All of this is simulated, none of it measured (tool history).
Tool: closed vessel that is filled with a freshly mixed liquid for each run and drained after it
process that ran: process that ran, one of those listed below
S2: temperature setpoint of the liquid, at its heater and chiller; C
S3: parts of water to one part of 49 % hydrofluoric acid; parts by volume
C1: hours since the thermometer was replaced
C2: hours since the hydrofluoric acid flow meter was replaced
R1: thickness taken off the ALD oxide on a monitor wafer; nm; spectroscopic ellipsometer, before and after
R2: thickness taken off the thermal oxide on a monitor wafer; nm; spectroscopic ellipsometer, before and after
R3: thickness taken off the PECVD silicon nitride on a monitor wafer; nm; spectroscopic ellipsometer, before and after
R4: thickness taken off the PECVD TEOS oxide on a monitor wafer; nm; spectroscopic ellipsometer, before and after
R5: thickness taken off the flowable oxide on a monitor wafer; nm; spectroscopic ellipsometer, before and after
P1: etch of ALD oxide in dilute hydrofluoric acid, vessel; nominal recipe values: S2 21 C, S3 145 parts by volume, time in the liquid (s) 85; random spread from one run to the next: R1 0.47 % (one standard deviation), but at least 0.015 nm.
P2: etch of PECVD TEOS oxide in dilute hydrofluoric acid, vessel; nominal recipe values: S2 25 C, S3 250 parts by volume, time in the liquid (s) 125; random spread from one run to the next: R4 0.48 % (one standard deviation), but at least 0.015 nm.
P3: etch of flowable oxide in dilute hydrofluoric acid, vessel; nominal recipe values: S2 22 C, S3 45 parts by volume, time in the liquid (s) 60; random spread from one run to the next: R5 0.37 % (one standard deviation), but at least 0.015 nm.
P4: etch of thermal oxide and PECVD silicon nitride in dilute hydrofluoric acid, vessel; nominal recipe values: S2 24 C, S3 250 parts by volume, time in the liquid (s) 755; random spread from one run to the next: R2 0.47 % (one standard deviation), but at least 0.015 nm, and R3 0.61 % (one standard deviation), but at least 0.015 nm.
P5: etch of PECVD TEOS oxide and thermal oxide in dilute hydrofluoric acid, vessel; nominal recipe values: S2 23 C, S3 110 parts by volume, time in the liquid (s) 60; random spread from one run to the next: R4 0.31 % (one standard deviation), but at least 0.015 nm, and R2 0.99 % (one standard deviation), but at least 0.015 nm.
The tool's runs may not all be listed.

{"run": 1, "hour": 5.0, "process that ran": "P1", "S2": 21, "S3": 145, "time in the liquid (s)": 85, "C1": 437.2, "C2": 365.4, "R1": 9.2452}
{"run": 2, "hour": 10.1, "process that ran": "P4", "S2": 19.5, "S3": 250, "time in the liquid (s)": 755, "C1": 442.3, "C2": 370.5, "R2": 10.588, "R3": 4.3142}
{"run": 3, "hour": 16.9, "process that ran": "P5", "S2": 23, "S3": 110, "time in the liquid (s)": 60, "C1": 449.1, "C2": 377.3, "R2": 2.5501, "R4": 9.6818}
{"run": 4, "hour": 22.9, "process that ran": "P1", "S2": 17, "S3": 145, "time in the liquid (s)": 85, "C1": 455.1, "C2": 383.3, "R1": 7.9114}
{"run": 5, "hour": 27.8, "process that ran": "P3", "S2": 22, "S3": 45, "time in the liquid (s)": 60, "C1": 460, "C2": 388.2, "R5": 56.722}
{"run": 6, "hour": 35.1, "process that ran": "P4", "S2": 24, "S3": 250, "time in the liquid (s)": 755, "C1": 467.3, "C2": 395.5, "R2": 12.471, "R3": 5.7623}
{"run": 7, "hour": 41.8, "process that ran": "P1", "S2": 21, "S3": 145, "time in the liquid (s)": 85, "C1": 474, "C2": 402.2, "R1": 9.2184}
{"run": 8, "hour": 48.4, "process that ran": "P3", "S2": 22, "S3": 45, "time in the liquid (s)": 30, "C1": 480.6, "C2": 408.8, "R5": 28.581}
{"run": 9, "hour": 55.2, "process that ran": "P1", "S2": 21, "S3": 145, "time in the liquid (s)": 35, "C1": 487.4, "C2": 415.6, "R1": 3.8223}
{"run": 10, "hour": 61.9, "process that ran": "P3", "S2": 22, "S3": 80, "time in the liquid (s)": 60, "C1": 494.1, "C2": 422.3, "R5": 30.549}
{"run": 11, "hour": 68.1, "process that ran": "P3", "S2": 22, "S3": 45, "time in the liquid (s)": 60, "C1": 500.3, "C2": 428.5, "R5": 56.393}
{"run": 12, "hour": 74.9, "process that ran": "P1", "S2": 21, "S3": 145, "time in the liquid (s)": 85, "C1": 507.1, "C2": 435.3, "R1": 9.2436}
{"run": 13, "hour": 82.1, "process that ran": "P4", "S2": 24, "S3": 250, "time in the liquid (s)": 755, "C1": 514.3, "C2": 442.5, "R2": 12.517, "R3": 5.7816}
{"run": 14, "hour": 87.9, "process that ran": "P2", "S2": 25, "S3": 250, "time in the liquid (s)": 125, "C1": 520.1, "C2": 448.3, "R4": 11.076}
{"run": 15, "hour": 93.3, "process that ran": "P2", "S2": 25, "S3": 45, "time in the liquid (s)": 125, "C1": 525.5, "C2": 453.7, "R4": 77.225}
{"run": 16, "hour": 99.3, "process that ran": "P1", "S2": 21, "S3": 145, "time in the liquid (s)": 85, "C1": 531.5, "C2": 459.7, "R1": 9.2461}
{"run": 17, "hour": 104.3, "process that ran": "P1", "S2": 21, "S3": 145, "time in the liquid (s)": 85, "C1": 536.5, "C2": 464.7, "R1": 9.2598}
{"run": 18, "hour": 109.8, "process that ran": "P1", "S2": 21, "S3": 235, "time in the liquid (s)": 85, "C1": 542, "C2": 470.2, "R1": 5.2446}
{"run": 19, "hour": 113.5, "process that ran": "P2", "S2": 20, "S3": 250, "time in the liquid (s)": 125, "C1": 545.7, "C2": 473.9, "R4": 9.2025}
{"run": 20, "hour": 118.7, "process that ran": "P1", "S2": 21, "S3": 145, "time in the liquid (s)": 85, "C1": 550.9, "C2": 479.1, "R1": 9.2696}
{"run": 21, "hour": 123.7, "process that ran": "P5", "S2": 23, "S3": 110, "time in the liquid (s)": 30, "C1": 555.9, "C2": 484.1, "R2": 1.2579, "R4": 4.8775}
{"run": 22, "hour": 128.9, "process that ran": "P4", "S2": 24, "S3": 250, "time in the liquid (s)": 1515, "C1": 561.1, "C2": 489.3, "R2": 25.101, "R3": 11.48}
{"run": 23, "hour": 133.8, "process that ran": "P1", "S2": 21, "S3": 80, "time in the liquid (s)": 85, "C1": 566, "C2": 494.2, "R1": 18.038}
{"run": 24, "hour": 137.5, "process that ran": "P5", "S2": 30.5, "S3": 110, "time in the liquid (s)": 60, "C1": 569.7, "C2": 497.9, "R2": 3.3356, "R4": 12.937}
{"run": 25, "hour": 144.4, "process that ran": "P1", "S2": 21, "S3": 145, "time in the liquid (s)": 165, "C1": 576.6, "C2": 504.8, "R1": 17.991}
{"run": 26, "hour": 149.5, "process that ran": "P3", "S2": 17, "S3": 45, "time in the liquid (s)": 60, "C1": 581.7, "C2": 509.9, "R5": 45.779}
{"run": 27, "hour": 153.8, "process that ran": "P2", "S2": 25, "S3": 250, "time in the liquid (s)": 125, "C1": 586, "C2": 514.2, "R4": 11.053}
{"run": 28, "hour": 158.4, "process that ran": "P4", "S2": 24, "S3": 425, "time in the liquid (s)": 755, "C1": 590.6, "C2": 518.8, "R2": 6.2235, "R3": 3.4117}
{"run": 29, "hour": 165.5, "process that ran": "P5", "S2": 23, "S3": 195, "time in the liquid (s)": 60, "C1": 597.7, "C2": 525.9, "R2": 1.2793, "R4": 4.9856}
{"run": 30, "hour": 169.5, "process that ran": "P2", "S2": 25, "S3": 250, "time in the liquid (s)": 30, "C1": 601.7, "C2": 529.9, "R4": 2.6556}
{"run": 31, "hour": 175.4, "process that ran": "P1", "S2": 21, "S3": 245, "time in the liquid (s)": 160, "C1": 607.6, "C2": 535.8, "R1": 9.2766}
{"run": 32, "hour": 180.7, "process that ran": "P1", "S2": 25, "S3": 145, "time in the liquid (s)": 85, "C1": 612.9, "C2": 541.1, "R1": 10.836}
{"run": 33, "hour": 184.5, "process that ran": "P1", "S2": 21, "S3": 145, "time in the liquid (s)": 85, "C1": 616.7, "C2": 544.9, "R1": 9.297}
{"run": 34, "hour": 190.0, "process that ran": "P1", "S2": 21, "S3": 145, "time in the liquid (s)": 85, "C1": 622.2, "C2": 550.4, "R1": 9.5696}
{"run": 35, "hour": 194.4, "process that ran": "P1", "S2": 21, "S3": 145, "time in the liquid (s)": 85, "C1": 626.6, "C2": 554.8, "R1": 9.6358}
{"run": 36, "hour": 201.7, "process that ran": "P1", "S2": 21, "S3": 145, "time in the liquid (s)": 85, "C1": 633.9, "C2": 562.1, "R1": 9.803}
{"run": 37, "hour": 205.5, "process that ran": "P1", "S2": 21, "S3": 145, "time in the liquid (s)": 85, "C1": 637.7, "C2": 565.9, "R1": 9.8231}
{"run": 38, "hour": 209.5, "process that ran": "P1", "S2": 21, "S3": 145, "time in the liquid (s)": 85, "C1": 641.7, "C2": 569.9, "R1": 9.9653}
{"run": 39, "hour": 215.4, "process that ran": "P1", "S2": 21, "S3": 145, "time in the liquid (s)": 85, "C1": 647.6, "C2": 575.8, "R1": 9.8857}
{"run": 40, "hour": 219.0, "process that ran": "P1", "S2": 21, "S3": 145, "time in the liquid (s)": 85, "C1": 651.2, "C2": 579.4, "R1": 9.8171}

What P1 gives has crept off from where it sat before. The 2 causes that follow fit the log equally well, each at the size noted:
A: hydrofluoric acid flow above the setpoint (%) = 5.5
B: liquid hotter than its thermometer reads (K) = 1.58
The gradual shift began around hour 184.5.

Of the 4 check runs below, each run on 2 wafers with the results averaged and each result still a question mark, which one would tell the listed causes apart?
{"run": "check 1", "hour": 222.6, "process that ran": "P5", "S2": 23, "S3": 190, "time in the liquid (s)": 30, "R2": "?", "R4": "?"}
{"run": "check 2", "hour": 222.6, "process that ran": "P4", "S2": 24, "S3": 380, "time in the liquid (s)": 1135, "R2": "?", "R3": "?"}
{"run": "check 3", "hour": 222.6, "process that ran": "P3", "S2": 22, "S3": 75, "time in the liquid (s)": 30, "R5": "?"}
{"run": "check 4", "hour": 222.6, "process that ran": "P2", "S2": 25, "S3": 55, "time in the liquid (s)": 40, "R4": "?"}

Outcome of each check run for each possible cause:
check=check_1 result=R2 if_A=0.7112 if_B=0.70748
check=check_1 result=R4 if_A=2.7431 if_B=2.7287
check=check_2 result=R2 if_A=11.728 if_B=11.498
check=check_2 result=R3 if_A=6.0207 if_B=6.2675
check=check_3 result=R5 if_A=17.395 if_B=17.502
check=check_4 result=R4 if_A=21.389 if_B=21.526
Gap, in per cent, between the two causes that each check separates least, read from the result that separates them most: check 1 0.52 %; check 2 4.02 %; check 3 0.61 %; check 4 0.64 %
Check 2 distinguishes between the causes, while the remaining checks would return nearly the same result for all of them.

Then check 2 was run and gave: R2 11.69 nm; R3 5.9945 nm. Which cause is it?

It is A: hydrofluoric acid flow above the setpoint (%).
